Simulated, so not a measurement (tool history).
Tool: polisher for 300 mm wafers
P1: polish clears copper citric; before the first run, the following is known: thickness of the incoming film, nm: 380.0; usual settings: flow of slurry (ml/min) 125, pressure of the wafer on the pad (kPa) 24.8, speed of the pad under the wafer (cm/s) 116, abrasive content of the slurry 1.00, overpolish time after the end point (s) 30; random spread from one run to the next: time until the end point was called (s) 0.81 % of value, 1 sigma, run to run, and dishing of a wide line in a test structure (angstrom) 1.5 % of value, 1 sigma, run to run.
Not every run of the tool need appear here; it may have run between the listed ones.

| run | day | flow of slurry (ml/min) | pressure of the wafer on the pad (kPa) | speed of the pad under the wafer (cm/s) | abrasive content of the slurry | overpolish time after the end point (s) | time until the end point was called (s) | dishing of a wide line in a test structure (angstrom) |
|---|---|---|---|---|---|---|---|---|
| 1 | 0.208 | 125 | 24.8 | 116 | 1.00 | 30 | 105.670 | 662.74 |
| 2 | 0.521 | 125 | 39.3 | 116 | 1.00 | 30 | 67.188 | 947.27 |
| 3 | 0.879 | 125 | 24.8 | 144 | 1.00 | 9 | 85.866 | 293.76 |
| 4 | 1.242 | 125 | 24.8 | 116 | 1.30 | 53 | 99.100 | 1040.60 |
| 5 | 1.525 | 125 | 24.8 | 116 | 1.00 | 30 | 105.740 | 676.27 |
| 6 | 1.708 | 125 | 24.8 | 116 | 1.00 | 9 | 107.430 | 241.27 |
| 7 | 1.992 | 75 | 24.8 | 116 | 1.00 | 30 | 121.370 | 618.68 |
| 8 | 2.262 | 125 | 24.8 | 116 | 1.00 | 30 | 106.180 | 649.66 |
| 9 | 2.429 | 125 | 24.8 | 144 | 1.00 | 30 | 86.482 | 764.65 |
|  | 2.550 | head pressure recalibrated |
| 10 | 2.788 | 125 | 24.8 | 116 | 0.75 | 30 | 112.150 | 634.70 |
| 11 | 3.154 | 190 | 24.8 | 116 | 1.00 | 51 | 100.290 | 1005.70 |
| 12 | 3.425 | 125 | 24.8 | 116 | 1.00 | 59 | 107.560 | 1056.80 |
| 13 | 3.750 | 200 | 24.8 | 116 | 1.00 | 30 | 97.227 | 707.77 |
| 14 | 4.092 | 125 | 24.8 | 116 | 1.00 | 30 | 106.710 | 658.54 |
| 15 | 4.400 | 125 | 24.8 | 116 | 1.30 | 30 | 99.415 | 681.28 |
| 16 | 4.742 | 125 | 11.0 | 116 | 1.00 | 30 | 233.520 | 329.34 |
| 17 | 5.092 | 125 | 24.8 | 52 | 1.00 | 30 | 233.990 | 345.13 |
| 18 | 5.400 | 125 | 24.8 | 116 | 1.00 | 30 | 104.980 | 652.06 |
| 19 | 5.758 | 125 | 24.8 | 116 | 1.00 | 30 | 106.980 | 689.02 |
| 20 | 6.054 | 125 | 24.8 | 116 | 1.00 | 30 | 110.430 | 621.56 |
| 21 | 6.362 | 125 | 24.8 | 116 | 1.00 | 30 | 113.760 | 629.91 |
| 22 | 6.588 | 125 | 24.8 | 116 | 1.00 | 30 | 116.030 | 609.72 |
|  | 6.754 | head pressure recalibrated |
| 23 | 6.783 | 125 | 24.8 | 116 | 1.00 | 30 | 116.320 | 621.55 |
| 24 | 6.979 | 125 | 24.8 | 116 | 1.00 | 30 | 116.280 | 611.95 |
|  | 6.992 | slurry blender recalibrated |
| 25 | 7.325 | 125 | 24.8 | 116 | 1.00 | 30 | 117.410 | 625.45 |
| 26 | 7.654 | 125 | 24.8 | 116 | 1.00 | 30 | 119.880 | 604.08 |
| 27 | 7.846 | 125 | 24.8 | 116 | 1.00 | 30 | 119.810 | 609.33 |
| 28 | 8.092 | 125 | 24.8 | 116 | 1.00 | 30 | 121.250 | 604.72 |

What P1 gives has crept away from where it was. These 2 causes fit the log equally well, each at the size given:
A: slurry flow missing at the pad, % = 36.8
B: removal rate lost through wear of the pad, % = 11
Onset of the creep was near day 5.758.
The rest of the possible causes, and what rules out each one:
head's pressure below its setpoint, %: its service at day 6.754 followed the start of the drift and did not put the process back to its old value
abrasive missing from the slurry, %: its service at day 6.992 followed the start of the drift and did not put the process back to its old value

The list below offers 4 check runs, each averaging the results of 3 wafers, and shows each result as a question mark. For which of them would the listed causes give clearly different results?
| check 1 | 8.338 | 125 | 39.3 | 116 | 1.00 | 30 | ? | ? |
| check 2 | 8.338 | 125 | 37.9 | 116 | 1.00 | 30 | ? | ? |
| check 3 | 8.338 | 125 | 37.2 | 56 | 1.00 | 30 | ? | ? |
| check 4 | 8.338 | 195 | 24.8 | 74 | 1.00 | 30 | ? | ? |

Predicted outcomes, by check and by cause:
| check | result | if A | if B |
|---|---|---|---|
| check 1 | time until the end point was called (s) | 75.880 | 75.917 |
| check 1 | dishing of a wide line in a test structure (angstrom) | 878.76 | 878.46 |
| check 2 | time until the end point was called (s) | 78.608 | 78.646 |
| check 2 | dishing of a wide line in a test structure (angstrom) | 854.75 | 854.46 |
| check 3 | time until the end point was called (s) | 163.760 | 163.840 |
| check 3 | dishing of a wide line in a test structure (angstrom) | 478.63 | 478.43 |
| check 4 | time until the end point was called (s) | 165.480 | 172.040 |
| check 4 | dishing of a wide line in a test structure (angstrom) | 465.86 | 450.85 |
Per check, the gap between the least separated pair of causes, taken in the result that splits them most: check 1 0.05 %; check 2 0.05 %; check 3 0.05 %; check 4 3.89 %
The causes can be told apart only by check 4. The other checks would give nearly the same results under each of them.

The results of check 4 are: time until the end point was called (s) 167.080; dishing of a wide line in a test structure (angstrom) 462.87. Based on these, which of the listed causes is it?

The correct cause is A, namely: slurry flow missing at the pad, %.
